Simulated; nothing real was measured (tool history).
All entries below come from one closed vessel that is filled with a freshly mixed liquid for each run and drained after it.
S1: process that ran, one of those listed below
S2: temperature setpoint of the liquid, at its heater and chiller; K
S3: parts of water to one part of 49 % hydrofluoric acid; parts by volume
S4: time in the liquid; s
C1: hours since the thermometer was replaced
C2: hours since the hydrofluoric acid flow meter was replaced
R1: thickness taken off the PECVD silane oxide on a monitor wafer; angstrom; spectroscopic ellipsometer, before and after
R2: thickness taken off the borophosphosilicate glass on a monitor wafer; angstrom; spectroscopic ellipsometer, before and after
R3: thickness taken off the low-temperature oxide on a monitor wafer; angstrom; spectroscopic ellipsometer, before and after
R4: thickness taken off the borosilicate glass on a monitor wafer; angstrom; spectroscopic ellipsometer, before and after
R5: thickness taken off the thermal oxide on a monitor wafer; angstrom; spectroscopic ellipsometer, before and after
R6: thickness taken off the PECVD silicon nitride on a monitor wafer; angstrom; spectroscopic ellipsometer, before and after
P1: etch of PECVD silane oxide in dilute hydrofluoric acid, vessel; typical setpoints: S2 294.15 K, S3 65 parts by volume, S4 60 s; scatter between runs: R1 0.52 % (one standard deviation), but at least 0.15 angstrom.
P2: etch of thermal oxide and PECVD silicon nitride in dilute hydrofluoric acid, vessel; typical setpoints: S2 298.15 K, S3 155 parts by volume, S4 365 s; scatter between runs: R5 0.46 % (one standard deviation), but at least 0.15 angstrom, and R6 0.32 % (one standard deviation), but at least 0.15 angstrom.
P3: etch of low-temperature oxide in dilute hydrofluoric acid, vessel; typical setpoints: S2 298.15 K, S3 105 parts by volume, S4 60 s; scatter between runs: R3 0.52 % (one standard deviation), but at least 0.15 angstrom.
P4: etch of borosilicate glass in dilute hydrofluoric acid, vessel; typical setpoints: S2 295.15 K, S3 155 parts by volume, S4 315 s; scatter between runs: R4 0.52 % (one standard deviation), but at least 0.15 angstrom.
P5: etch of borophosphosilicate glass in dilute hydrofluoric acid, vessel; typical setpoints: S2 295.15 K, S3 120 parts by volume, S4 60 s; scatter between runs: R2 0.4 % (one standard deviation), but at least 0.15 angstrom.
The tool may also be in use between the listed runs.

run,hour,S1,S2,S3,S4,C1,C2,R1,R2,R3,R4,R5,R6
1,15.2,P1,294.15,65,60,1867.9,293.7,207.47,,,,,
2,28.6,P5,295.15,120,60,1881.3,307.1,,206.11,,,,
3,39.1,P3,298.15,105,100,1891.8,317.6,,,319.83,,,
4,45.9,P3,298.15,105,60,1898.6,324.4,,,190.51,,,
5,58.0,P4,300.15,155,315,1910.7,336.5,,,,681.43,,
6,71.5,P2,298.15,155,175,1924.2,350.0,,,,,51.60,40.299
7,83.6,P3,298.15,185,60,1936.3,362.1,,,99.63,,,
8,96.9,P1,294.15,65,60,1949.6,375.4,205.66,,,,,
9,111.3,P1,294.15,25,30,1964.0,389.8,280.51,,,,,
10,120.7,P3,302.65,105,60,1973.4,399.2,,,228.26,,,
11,136.2,P1,294.15,65,60,1988.9,414.7,207.00,,,,,
12,147.1,P1,298.65,65,60,1999.8,425.6,248.71,,,,,
13,154.9,P1,294.15,40,60,2007.6,433.4,347.42,,,,,
14,162.2,P1,290.15,65,60,2014.9,440.7,173.23,,,,,
15,174.1,P2,298.15,155,365,2026.8,452.6,,,,,107.78,84.180
16,181.4,P1,294.15,65,60,2034.1,459.9,205.11,,,,,
17,195.6,P1,294.15,65,60,2048.3,474.1,206.58,,,,,
18,206.0,P5,295.15,175,60,2058.7,484.5,,132.11,,,,
19,221.0,P3,298.15,105,60,2073.7,499.5,,,190.54,,,
20,234.3,P5,290.15,120,60,2087.0,512.8,,166.49,,,,
21,241.7,P2,302.15,155,365,2094.4,520.2,,,,,124.43,107.960
22,251.1,P1,294.15,65,60,2103.8,529.6,203.70,,,,,
23,259.4,P4,295.15,155,315,2112.1,537.9,,,,561.36,,
24,274.1,P4,295.15,215,315,2126.8,552.6,,,,384.71,,
25,283.4,P1,294.15,65,60,2136.1,561.9,205.22,,,,,
26,291.2,P2,298.15,155,365,2143.9,569.7,,,,,108.29,83.891
27,305.7,P2,298.15,75,365,2158.4,584.2,,,,,246.45,173.090
28,317.6,P1,294.15,65,30,2170.3,596.1,103.47,,,,,
29,327.7,P1,294.15,115,60,2180.4,606.2,109.63,,,,,
30,338.1,P4,295.15,155,60,2190.8,616.6,,,,107.55,,
31,349.5,P1,290.15,65,85,2202.2,628.0,246.64,,,,,
32,362.7,P4,295.15,155,315,2215.4,641.2,,,,571.99,,
33,376.1,P5,295.15,120,30,2228.8,654.6,,101.96,,,,
34,384.9,P1,294.15,65,90,2237.6,663.4,308.51,,,,,
35,399.2,P1,294.15,65,60,2251.9,677.7,206.11,,,,,
36,410.3,P1,294.15,65,60,2263.0,688.8,203.34,,,,,
37,417.7,P1,294.15,65,60,2270.4,696.2,198.80,,,,,
38,430.9,P1,294.15,65,60,2283.6,709.4,196.35,,,,,
39,445.3,P1,294.15,65,60,2298.0,723.8,195.31,,,,,

What does the tool deliver on the next run?
40,452.1,P1,294.15,65,60,2304.8,730.6,?,,,,,

R1: 197.61 angstrom

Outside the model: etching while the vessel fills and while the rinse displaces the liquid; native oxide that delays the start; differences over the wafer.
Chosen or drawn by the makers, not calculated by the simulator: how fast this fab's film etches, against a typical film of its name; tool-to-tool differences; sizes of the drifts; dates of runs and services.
